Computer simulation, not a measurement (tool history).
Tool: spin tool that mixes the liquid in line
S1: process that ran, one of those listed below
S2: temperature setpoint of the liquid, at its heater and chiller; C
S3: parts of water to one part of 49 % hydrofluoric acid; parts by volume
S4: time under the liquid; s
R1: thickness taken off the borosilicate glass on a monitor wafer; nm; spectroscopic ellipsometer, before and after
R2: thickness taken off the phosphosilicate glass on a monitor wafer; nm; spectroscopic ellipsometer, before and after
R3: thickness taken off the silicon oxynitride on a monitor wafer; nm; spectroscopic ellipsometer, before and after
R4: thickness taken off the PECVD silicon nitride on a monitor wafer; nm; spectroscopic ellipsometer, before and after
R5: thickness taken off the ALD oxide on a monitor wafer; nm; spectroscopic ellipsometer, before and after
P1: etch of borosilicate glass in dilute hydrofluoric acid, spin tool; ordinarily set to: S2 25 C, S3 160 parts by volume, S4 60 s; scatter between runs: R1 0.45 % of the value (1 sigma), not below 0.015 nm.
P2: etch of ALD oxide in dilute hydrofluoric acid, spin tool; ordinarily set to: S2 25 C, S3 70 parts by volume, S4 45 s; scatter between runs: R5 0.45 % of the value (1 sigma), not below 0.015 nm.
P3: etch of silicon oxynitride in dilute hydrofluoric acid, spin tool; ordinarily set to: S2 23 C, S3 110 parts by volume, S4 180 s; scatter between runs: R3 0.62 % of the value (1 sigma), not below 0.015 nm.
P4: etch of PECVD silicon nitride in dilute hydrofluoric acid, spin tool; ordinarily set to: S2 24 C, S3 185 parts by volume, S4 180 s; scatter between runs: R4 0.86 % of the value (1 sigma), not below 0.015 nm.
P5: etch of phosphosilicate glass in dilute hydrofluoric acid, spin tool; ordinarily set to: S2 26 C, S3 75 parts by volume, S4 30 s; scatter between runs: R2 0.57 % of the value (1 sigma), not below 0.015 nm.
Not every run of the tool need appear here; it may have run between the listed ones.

Run 1, day 0.367: S1 P1, S2 25 C, S3 160 parts by volume, S4 60 s. Result: R1 6.9226 nm.
Run 2, day 0.658: S1 P1, S2 25 C, S3 230 parts by volume, S4 60 s. Result: R1 4.5068 nm.
Run 3, day 1.033: S1 P1, S2 25 C, S3 160 parts by volume, S4 60 s. Result: R1 6.9544 nm.
Run 4, day 1.258: S1 P5, S2 26 C, S3 135 parts by volume, S4 30 s. Result: R2 46.356 nm.
Run 5, day 1.558: S1 P1, S2 18.5 C, S3 260 parts by volume, S4 60 s. Result: R1 3.0668 nm.
Run 6, day 1.846: S1 P3, S2 30.5 C, S3 110 parts by volume, S4 180 s. Result: R3 6.8274 nm.
Run 7, day 2.179: S1 P5, S2 26 C, S3 75 parts by volume, S4 60 s. Result: R2 176.44 nm.
Run 8, day 2.462: S1 P4, S2 24 C, S3 185 parts by volume, S4 50 s. Result: R4 0.76593 nm.
Run 9, day 2.842: S1 P3, S2 23 C, S3 110 parts by volume, S4 305 s. Result: R3 8.3616 nm.
Run 10, day 3.221: S1 P5, S2 33.5 C, S3 75 parts by volume, S4 30 s. Result: R2 118.46 nm.
Run 11, day 3.575: S1 P1, S2 17 C, S3 160 parts by volume, S4 60 s. Result: R1 5.1381 nm.
Run 12, day 3.783: S1 P2, S2 25 C, S3 70 parts by volume, S4 45 s. Result: R5 12.856 nm.
Run 13, day 4.158: S1 P1, S2 29.5 C, S3 160 parts by volume, S4 60 s. Result: R1 8.2192 nm.
Run 14, day 4.346: S1 P1, S2 25 C, S3 160 parts by volume, S4 90 s. Result: R1 10.403 nm.
Run 15, day 4.667: S1 P3, S2 23 C, S3 190 parts by volume, S4 180 s. Result: R3 2.6644 nm.
Run 16, day 4.975: S1 P2, S2 25 C, S3 120 parts by volume, S4 45 s. Result: R5 7.0677 nm.
Run 17, day 5.225: S1 P2, S2 25 C, S3 70 parts by volume, S4 85 s. Result: R5 24.319 nm.
Run 18, day 5.396: S1 P4, S2 24 C, S3 185 parts by volume, S4 180 s. Result: R4 2.8686 nm.
Run 19, day 5.696: S1 P1, S2 25 C, S3 160 parts by volume, S4 15 s. Result: R1 1.7319 nm.
Run 20, day 5.879: S1 P1, S2 25 C, S3 160 parts by volume, S4 60 s. Result: R1 7.0339 nm.
Run 21, day 6.183: S1 P1, S2 25 C, S3 40 parts by volume, S4 60 s. Result: R1 32.443 nm.
Run 22, day 6.371: S1 P1, S2 25 C, S3 160 parts by volume, S4 60 s. Result: R1 6.9549 nm.
Run 23, day 6.717: S1 P4, S2 17 C, S3 185 parts by volume, S4 180 s. Result: R4 1.746 nm.
Run 24, day 7.033: S1 P4, S2 24 C, S3 255 parts by volume, S4 180 s. Result: R4 2.0177 nm.
Run 25, day 7.383: S1 P5, S2 26 C, S3 75 parts by volume, S4 30 s. Result: R2 88.687 nm.
Run 26, day 7.75: S1 P3, S2 23 C, S3 110 parts by volume, S4 180 s. Result: R3 4.9012 nm.
Run 27, day 7.921: S1 P1, S2 25 C, S3 160 parts by volume, S4 60 s. Result: R1 6.9612 nm.
Run 28, day 8.217: S1 P4, S2 24 C, S3 185 parts by volume, S4 180 s. Result: R4 2.798 nm.
Run 29, day 8.412: S1 P1, S2 25 C, S3 160 parts by volume, S4 60 s. Result: R1 6.9856 nm.
Run 30, day 8.738: S1 P2, S2 29 C, S3 70 parts by volume, S4 45 s. Result: R5 15.169 nm.
Run 31, day 9.042: S1 P1, S2 25 C, S3 160 parts by volume, S4 60 s. Result: R1 7.0288 nm.
Run 32, day 9.333: S1 P1, S2 25 C, S3 160 parts by volume, S4 60 s. Result: R1 6.7124 nm.
Run 33, day 9.712: S1 P1, S2 25 C, S3 160 parts by volume, S4 60 s. Result: R1 6.6298 nm.

Expected results for the next run?
Run 34, day 9.954: S1 P1, S2 25 C, S3 160 parts by volume, S4 60 s. Result: R1 ?.

Run 34 gave R1 6.6106 nm.
